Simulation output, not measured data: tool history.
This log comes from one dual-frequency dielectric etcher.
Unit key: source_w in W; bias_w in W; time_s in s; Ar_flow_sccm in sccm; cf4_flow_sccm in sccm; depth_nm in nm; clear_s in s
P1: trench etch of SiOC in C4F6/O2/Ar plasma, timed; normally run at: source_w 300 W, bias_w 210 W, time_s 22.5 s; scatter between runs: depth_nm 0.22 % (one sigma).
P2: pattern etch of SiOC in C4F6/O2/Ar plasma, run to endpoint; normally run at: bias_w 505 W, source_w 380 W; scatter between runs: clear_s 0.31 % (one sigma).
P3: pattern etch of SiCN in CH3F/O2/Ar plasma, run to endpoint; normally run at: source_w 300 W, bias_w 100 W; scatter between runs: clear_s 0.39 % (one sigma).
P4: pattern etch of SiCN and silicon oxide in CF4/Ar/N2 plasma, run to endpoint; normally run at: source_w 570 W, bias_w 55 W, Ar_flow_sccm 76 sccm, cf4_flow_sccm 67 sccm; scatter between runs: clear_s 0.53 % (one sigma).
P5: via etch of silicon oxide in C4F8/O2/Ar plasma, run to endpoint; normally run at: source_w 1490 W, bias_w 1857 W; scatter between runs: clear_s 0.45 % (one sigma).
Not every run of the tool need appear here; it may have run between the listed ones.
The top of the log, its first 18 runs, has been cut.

run	hour	process	source_w	bias_w	time_s	Ar_flow_sccm	cf4_flow_sccm	hours since the last wet clean	hours since the last source power generator calibration	hours since the last bias power generator calibration	depth_nm	clear_s
19	89.0	P1	400	256	22.5			266.0	1083.4	11.9	53.025	
20	94.2	P1	300	210	12.5			271.2	1088.6	17.1	24.848	
21	98.9	P1	400	210	22.5			275.9	1093.3	21.8	49.838	
22	104.2	P3	300	100				281.2	1098.6	27.1		19.4770
23	109.1	P4	750	55		76	67	286.1	1103.5	32.0		12.6070
24	114.2	P1	170	210	22.5			291.2	1108.6	37.1	35.982	
25	120.3	P1	300	210	22.5			297.3	1114.7	43.2	44.455	
26	126.2	P1	300	210	22.5			303.2	1120.6	49.1	44.682	
27	131.4	P1	400	160	22.5			308.4	1125.8	54.3	45.590	
28	134.8	P4	570	55		76	52	311.8	1129.2	57.7		16.8340
29	138.8	P4	570	76		76	67	315.8	1133.2	61.7		14.5750
30	142.4	P1	300	210	22.5			319.4	1136.8	65.3	44.561	
31	148.1	P1	300	210	22.5			325.1	1142.5	71.0	44.718	
32	153.7	P1	300	210	22.5			330.7	1148.1	76.6	45.095	
33	156.8	P1	300	210	22.5			333.8	1151.2	79.7	44.930	
# hour 159.8: wet clean of the chamber
34	161.4	P1	300	210	22.5			1.6	1155.8	84.3	45.171	
35	165.2	P1	300	210	22.5			5.4	1159.6	88.1	45.308	
36	168.1	P1	300	210	22.5			8.3	1162.5	91.0	45.323	
37	171.3	P1	300	210	22.5			11.5	1165.7	94.2	45.252	
38	174.7	P1	300	210	22.5			14.9	1169.1	97.6	45.326	

What does the tool deliver on the next run?
39	180.0	P1	300	210	22.5			20.2	1174.4	102.9	?	

Logged for run 39: depth_nm 45.156 nm.
